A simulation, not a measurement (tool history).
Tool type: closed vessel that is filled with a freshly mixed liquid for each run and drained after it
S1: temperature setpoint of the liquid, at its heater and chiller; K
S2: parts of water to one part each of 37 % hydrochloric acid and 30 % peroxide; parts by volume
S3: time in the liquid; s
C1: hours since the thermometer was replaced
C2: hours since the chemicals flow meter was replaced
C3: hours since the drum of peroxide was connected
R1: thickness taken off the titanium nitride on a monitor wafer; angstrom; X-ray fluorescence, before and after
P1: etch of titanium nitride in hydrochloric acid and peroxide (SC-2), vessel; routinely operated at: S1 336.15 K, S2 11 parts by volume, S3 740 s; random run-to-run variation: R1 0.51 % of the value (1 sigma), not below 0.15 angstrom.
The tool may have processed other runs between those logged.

run   hour      S1    S2    S3      C1      C2     C3      R1
  1    9.6  336.15    11   740  1457.3     927  742.4  463.29
  2   26.4  336.15    11   105  1474.1   943.8  759.2  66.142
  3   37.1  336.15    11   740  1484.8   954.5  769.9  463.73
  4   47.5  336.15    11   740  1495.2   964.9  780.3  462.42
  5     56  336.15     4   740  1503.7   973.4  788.8  1003.2
  6   71.6  336.15    11   740  1519.3     989  804.4  469.42
  7   85.5  325.65  14.5   740  1533.2  1002.9  818.3  187.66
  8  100.8  320.65    11   740  1548.5  1018.2  833.6  171.72
  9    109  336.15    19   740  1556.7  1026.4  841.8  287.11
 10  127.2  345.15    11   740  1574.9  1044.6    860  799.07
 11  139.6  336.15    11  1390  1587.3    1057  872.4  877.46
 12    149  325.65    11  1055  1596.7  1066.4  881.8  340.25
 13  159.5  336.15     5  1125  1607.2  1076.9  892.3  1308.9
 14  168.4  336.15    11   740  1616.1  1085.8  901.2  463.04
 15  180.2  336.15    11   740  1627.9  1097.6    913  487.53
 16  189.9  336.15    11   740  1637.6  1107.3  922.7  492.21
 17  203.7  336.15    11   740  1651.4  1121.1  936.5  505.53
 18  215.7  336.15    11   740  1663.4  1133.1  948.5  511.89
 19  228.7  336.15    11   740  1676.4  1146.1  961.5  510.49
 20  238.4  336.15    11   740  1686.1  1155.8  971.2  511.75

The log shows P1 creeping away from where it was. Any of the 2 causes listed here, at the size stated for it, fits the log just as well as the others:
A: liquid hotter than its thermometer reads (K) = 1.44
B: chemicals flow above the setpoint (%) = 11.1
The drift started at roughly hour 168.4.
Each remaining cause and why it is not a fit:
peroxide weaker than its label (%): capped at 8; at that size R1 would change by -7.4 %, too little to explain the creep or opposite to it

Which of the check runs below tells the causes apart, meaning the causes would give it clearly different results? Each run uses 3 wafers whose results are averaged, and each result is shown as a question mark.
check 1  248.1  336.15  15.5  315               ?
check 2  248.1  326.65    18  740               ?
check 3  248.1  330.15     4  740               ?
check 4  248.1  322.15  14.5  740               ?

Expected result of each check under each candidate cause:
  check  result    if A    if B
check 1      R1  160.96  161.66
check 2      R1   182.1  182.21
check 3      R1  759.38  742.42
check 4      R1  164.31  163.61
Distance between the nearest two causes, measured in the result of the check that separates them most: check 1 0.43 %; check 2 0.06 %; check 3 2.26 %; check 4 0.43 %
Only check 3 tells the causes apart: in the others they would give nearly the same result.

After running check 3, the following was obtained: R1 761.08 angstrom. Which cause does this point to?

The cause is A: liquid hotter than its thermometer reads (K).
